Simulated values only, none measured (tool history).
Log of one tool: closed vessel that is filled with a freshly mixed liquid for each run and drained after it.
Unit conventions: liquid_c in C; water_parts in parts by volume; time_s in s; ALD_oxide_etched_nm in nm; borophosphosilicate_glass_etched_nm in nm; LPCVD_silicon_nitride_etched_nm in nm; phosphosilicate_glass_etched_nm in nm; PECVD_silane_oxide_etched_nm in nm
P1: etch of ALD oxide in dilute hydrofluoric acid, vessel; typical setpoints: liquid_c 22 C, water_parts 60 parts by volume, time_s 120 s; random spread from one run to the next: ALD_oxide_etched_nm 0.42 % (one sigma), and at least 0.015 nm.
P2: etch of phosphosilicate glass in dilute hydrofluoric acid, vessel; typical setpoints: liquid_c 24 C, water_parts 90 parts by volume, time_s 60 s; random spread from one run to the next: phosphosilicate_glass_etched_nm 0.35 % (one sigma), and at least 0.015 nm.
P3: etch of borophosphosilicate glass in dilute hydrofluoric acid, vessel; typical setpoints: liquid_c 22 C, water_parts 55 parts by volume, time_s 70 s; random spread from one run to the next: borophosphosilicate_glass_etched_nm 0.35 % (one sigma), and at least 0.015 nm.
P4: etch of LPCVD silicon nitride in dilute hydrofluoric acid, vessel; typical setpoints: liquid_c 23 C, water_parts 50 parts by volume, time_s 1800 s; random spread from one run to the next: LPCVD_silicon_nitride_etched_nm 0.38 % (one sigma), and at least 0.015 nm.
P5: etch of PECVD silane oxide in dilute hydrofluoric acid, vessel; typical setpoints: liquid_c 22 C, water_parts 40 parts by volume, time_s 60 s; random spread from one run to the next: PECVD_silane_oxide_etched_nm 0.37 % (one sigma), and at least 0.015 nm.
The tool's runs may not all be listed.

run,hour,process,liquid_c,water_parts,time_s,ALD_oxide_etched_nm,borophosphosilicate_glass_etched_nm,LPCVD_silicon_nitride_etched_nm,phosphosilicate_glass_etched_nm,PECVD_silane_oxide_etched_nm
1,8.2,P1,22,60,120,19.247,,,,
2,14.7,P3,22,95,70,,33.272,,,
3,19,P4,23,50,425,,,3.8434,,
4,24.2,P1,22,60,120,19.385,,,,
5,28.5,P1,22,85,225,24.83,,,,
6,35.8,P4,23,50,1800,,,16.487,,
7,41.3,P1,22,60,200,32.372,,,,
8,47.6,P1,22,30,120,40.486,,,,
9,54.6,P2,17.5,90,60,,,,44.533,
10,60.9,P5,22,40,115,,,,,112.31
11,67.2,P2,24,90,30,,,,29.107,
12,72,P1,18,60,120,16.362,,,,
13,77.2,P3,22,55,70,,60.388,,,
14,81.1,P4,30,50,1800,,,26.091,,
15,87.4,P1,17,20,120,49.655,,,,
16,91.6,P1,22,60,120,19.352,,,,
17,98.6,P1,22,85,120,13.354,,,,
18,106.9,P1,22,60,30,4.8455,,,,
19,111.6,P1,22,60,120,19.286,,,,
20,115.3,P1,30,60,120,26.832,,,,
21,120.9,P4,23,70,1800,,,11.744,,
22,126.7,P1,22,60,120,19.385,,,,
23,131.3,P3,22,55,125,,108.54,,,
24,137.2,P5,22,55,60,,,,,41.829
25,142,P5,26.5,40,60,,,,,70.605
26,146,P3,17,55,70,,49.228,,,
27,151.6,P5,22,40,60,,,,,58.341
28,157.3,P2,24,90,60,,,,58.527,
29,165.2,P2,24,25,60,,,,227.46,
30,173,P2,24,90,60,,,,58.403,
31,180.4,P1,22,60,120,19.254,,,,
32,185,P1,22,60,120,19.946,,,,
33,189,P1,22,60,120,20.476,,,,
34,194.1,P1,22,60,120,20.762,,,,
35,198.6,P1,22,60,120,20.751,,,,
36,202.6,P1,22,60,120,20.943,,,,
37,207.5,P1,22,60,120,21.13,,,,
38,212.7,P1,22,60,120,21.149,,,,
39,218.8,P1,22,60,120,21.064,,,,
40,223.6,P1,22,60,120,21.157,,,,
41,228,P1,22,60,120,21.192,,,,

What P1 gives has crept off from where it sat before. The 2 causes that follow fit the log equally well, each at the size noted:
A: hydrofluoric acid flow above the setpoint (%) = 8.27
B: liquid hotter than its thermometer reads (K) = 2.08
Creep in the process output first set in at about hour 180.4.

The check runs listed below each take one wafer, and their results are still question marks. Under which run would the listed causes lead to clearly different results?
check 1,232.4,P5,22,40,60,,,,,?
check 2,232.4,P3,22,55,70,,?,,,
check 3,232.4,P4,23,50,1800,,,?,,
check 4,232.4,P2,24,90,60,,,,?,

Outcome of each check run for each possible cause:
check,result,if A,if B
check 1,PECVD_silane_oxide_etched_nm,63.58,63.8
check 2,borophosphosilicate_glass_etched_nm,66.078,66.158
check 3,LPCVD_silicon_nitride_etched_nm,17.72,18.866
check 4,phosphosilicate_glass_etched_nm,63.613,63.247
Separation of the two closest causes in each check, using whichever result separates them best: check 1 0.35 %; check 2 0.12 %; check 3 6.26 %; check 4 0.58 %
The causes can be told apart only by check 3. The other checks would give nearly the same results under each of them.

Running check 3 produced the following: LPCVD_silicon_nitride_etched_nm 18.874 nm. Which one of the listed causes fits?

B is the cause: liquid hotter than its thermometer reads (K).
